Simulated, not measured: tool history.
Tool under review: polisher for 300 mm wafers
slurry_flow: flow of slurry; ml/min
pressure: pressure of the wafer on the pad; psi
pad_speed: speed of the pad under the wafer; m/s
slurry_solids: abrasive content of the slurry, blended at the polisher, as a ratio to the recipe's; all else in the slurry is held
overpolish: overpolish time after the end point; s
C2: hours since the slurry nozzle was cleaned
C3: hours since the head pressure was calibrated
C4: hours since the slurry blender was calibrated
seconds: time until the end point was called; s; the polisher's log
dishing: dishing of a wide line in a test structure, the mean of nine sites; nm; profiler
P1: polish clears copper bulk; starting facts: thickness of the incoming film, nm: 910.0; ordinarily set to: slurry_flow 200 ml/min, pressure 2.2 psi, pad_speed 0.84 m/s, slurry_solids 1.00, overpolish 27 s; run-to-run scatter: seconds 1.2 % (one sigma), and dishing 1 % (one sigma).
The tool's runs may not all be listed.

run 1 hour=8.8 | slurry_flow=200 pressure=2.2 pad_speed=0.84 slurry_solids=1.00 overpolish=27 | wafers_polished_on_this_pad=339 C2=205.4 C3=544.7 C4=55.7 | seconds=179.95 dishing=82.181
run 2 hour=13.5 | slurry_flow=200 pressure=2.2 pad_speed=0.84 slurry_solids=1.00 overpolish=27 | wafers_polished_on_this_pad=379 C2=210.1 C3=549.4 C4=60.4 | seconds=173.89 dishing=80.597
run 3 hour=20.4 | slurry_flow=135 pressure=2.2 pad_speed=0.84 slurry_solids=1.00 overpolish=42 | wafers_polished_on_this_pad=438 C2=217.0 C3=556.3 C4=67.3 | seconds=189.40 dishing=102.520
run 4 hour=25.6 | slurry_flow=200 pressure=2.2 pad_speed=0.84 slurry_solids=1.35 overpolish=27 | wafers_polished_on_this_pad=483 C2=222.2 C3=561.5 C4=72.5 | seconds=161.17 dishing=83.731
run 5 hour=30.1 | slurry_flow=200 pressure=2.2 pad_speed=0.84 slurry_solids=1.00 overpolish=27 | wafers_polished_on_this_pad=521 C2=226.7 C3=566.0 C4=77.0 | seconds=172.44 dishing=80.777
run 6 hour=37.5 | slurry_flow=270 pressure=2.2 pad_speed=0.84 slurry_solids=1.00 overpolish=27 | wafers_polished_on_this_pad=585 C2=234.1 C3=573.4 C4=84.4 | seconds=167.53 dishing=82.590
run 7 hour=46.5 | slurry_flow=120 pressure=2.2 pad_speed=0.84 slurry_solids=1.00 overpolish=27 | wafers_polished_on_this_pad=662 C2=243.1 C3=582.4 C4=93.4 | seconds=187.41 dishing=76.407
run 8 hour=52.0 | slurry_flow=200 pressure=2.2 pad_speed=0.84 slurry_solids=1.00 overpolish=8 | wafers_polished_on_this_pad=709 C2=248.6 C3=587.9 C4=98.9 | seconds=174.73 dishing=30.560
run 9 hour=59.3 | slurry_flow=200 pressure=2.2 pad_speed=0.84 slurry_solids=1.00 overpolish=27 | wafers_polished_on_this_pad=771 C2=255.9 C3=595.2 C4=106.2 | seconds=176.39 dishing=81.538
run 10 hour=65.4 | slurry_flow=200 pressure=2.2 pad_speed=0.54 slurry_solids=1.00 overpolish=27 | wafers_polished_on_this_pad=823 C2=262.0 C3=601.3 C4=112.3 | seconds=271.37 dishing=58.527
run 11 hour=71.0 | slurry_flow=200 pressure=2.2 pad_speed=0.84 slurry_solids=1.00 overpolish=46 | wafers_polished_on_this_pad=871 C2=267.6 C3=606.9 C4=117.9 | seconds=175.07 dishing=111.960
run 12 hour=76.4 | slurry_flow=200 pressure=3.5 pad_speed=0.84 slurry_solids=1.00 overpolish=27 | wafers_polished_on_this_pad=917 C2=273.0 C3=612.3 C4=123.3 | seconds=110.62 dishing=115.770
run 13 hour=83.3 | slurry_flow=200 pressure=2.2 pad_speed=0.84 slurry_solids=0.55 overpolish=27 | wafers_polished_on_this_pad=976 C2=279.9 C3=619.2 C4=130.2 | seconds=195.85 dishing=73.850
run 14 hour=87.9 | slurry_flow=200 pressure=2.2 pad_speed=1.30 slurry_solids=1.00 overpolish=27 | wafers_polished_on_this_pad=1016 C2=284.5 C3=623.8 C4=134.8 | seconds=113.42 dishing=102.840
run 15 hour=93.6 | slurry_flow=200 pressure=1.6 pad_speed=0.84 slurry_solids=1.00 overpolish=27 | wafers_polished_on_this_pad=1065 C2=290.2 C3=629.5 C4=140.5 | seconds=239.18 dishing=61.878
run 16 hour=97.9 | slurry_flow=200 pressure=2.2 pad_speed=0.84 slurry_solids=1.00 overpolish=27 | wafers_polished_on_this_pad=1101 C2=294.5 C3=633.8 C4=144.8 | seconds=173.79 dishing=80.067
run 17 hour=105.3 | slurry_flow=200 pressure=2.2 pad_speed=0.84 slurry_solids=1.00 overpolish=27 | wafers_polished_on_this_pad=1165 C2=301.9 C3=641.2 C4=152.2 | seconds=176.43 dishing=78.937
run 18 hour=113.4 | slurry_flow=200 pressure=2.2 pad_speed=0.84 slurry_solids=1.00 overpolish=27 | wafers_polished_on_this_pad=1234 C2=310.0 C3=649.3 C4=160.3 | seconds=182.10 dishing=79.783
run 19 hour=120.5 | slurry_flow=200 pressure=2.2 pad_speed=0.84 slurry_solids=1.00 overpolish=27 | wafers_polished_on_this_pad=1295 C2=317.1 C3=656.4 C4=167.4 | seconds=183.58 dishing=76.713
-- hour=124.8 slurry blender recalibrated
-- hour=125.4 head pressure recalibrated
run 20 hour=129.2 | slurry_flow=200 pressure=2.2 pad_speed=0.84 slurry_solids=1.00 overpolish=27 | wafers_polished_on_this_pad=1369 C2=325.8 C3=3.8 C4=4.4 | seconds=184.15 dishing=77.439
run 21 hour=134.4 | slurry_flow=200 pressure=2.2 pad_speed=0.84 slurry_solids=1.00 overpolish=27 | wafers_polished_on_this_pad=1414 C2=331.0 C3=9.0 C4=9.6 | seconds=187.51 dishing=76.851
run 22 hour=140.0 | slurry_flow=200 pressure=2.2 pad_speed=0.84 slurry_solids=1.00 overpolish=27 | wafers_polished_on_this_pad=1461 C2=336.6 C3=14.6 C4=15.2 | seconds=188.91 dishing=76.880

Something has made what P1 gives creep away from where it was; the 2 causes below, each at its own stated size, fit the log equally well:
A: slurry flow missing at the pad, % = 36.8
B: removal rate lost through wear of the pad, % = 7.36
The onset of the drift is placed at about hour 97.9.
Every other cause this tool's parts could produce, and why it does not fit the log:
head's pressure below its setpoint, %: was serviced at hour 125.4, once the creep was under way, yet the earlier output never came back
abrasive missing from the slurry, %: was serviced at hour 124.8, once the creep was under way, yet the earlier output never came back

The 4 check runs listed below each average the results of 5 wafers, and their outcomes are marked with question marks. Under which run would the listed causes produce clearly different results?
run check 1 hour=145.6 | slurry_flow=200 pressure=2.2 pad_speed=1.30 slurry_solids=0.55 overpolish=27 | seconds=? dishing=?
run check 2 hour=145.6 | slurry_flow=120 pressure=2.2 pad_speed=1.18 slurry_solids=1.00 overpolish=27 | seconds=? dishing=?
run check 3 hour=145.6 | slurry_flow=200 pressure=2.2 pad_speed=1.18 slurry_solids=1.00 overpolish=8 | seconds=? dishing=?
run check 4 hour=145.6 | slurry_flow=200 pressure=2.2 pad_speed=0.84 slurry_solids=0.60 overpolish=43 | seconds=? dishing=?

Predicted outcomes, by check and by cause:
check=check_1 result=seconds if_A=137.98 if_B=137.97
check=check_1 result=dishing if_A=94.086 if_B=94.091
check=check_2 result=seconds if_A=153.34 if_B=146.62
check=check_2 result=dishing if_A=88.173 if_B=90.675
check=check_3 result=seconds if_A=134.36 if_B=134.35
check=check_3 result=dishing if_A=38.539 if_B=38.542
check=check_4 result=seconds if_A=209.87 if_B=209.85
check=check_4 result=dishing if_A=96.679 if_B=96.684
Distance between the nearest two causes, measured in the result of the check that separates them most: check 1 0.01 %; check 2 4.48 %; check 3 0.01 %; check 4 0.01 %
The other checks would show nearly matching results whichever cause is true, so check 2 is the only one that separates the causes.

Running check 2 produced the following: seconds 151.51 s; dishing 87.596 nm. Which one of the listed causes fits?

The correct cause is A, namely: slurry flow missing at the pad, %.
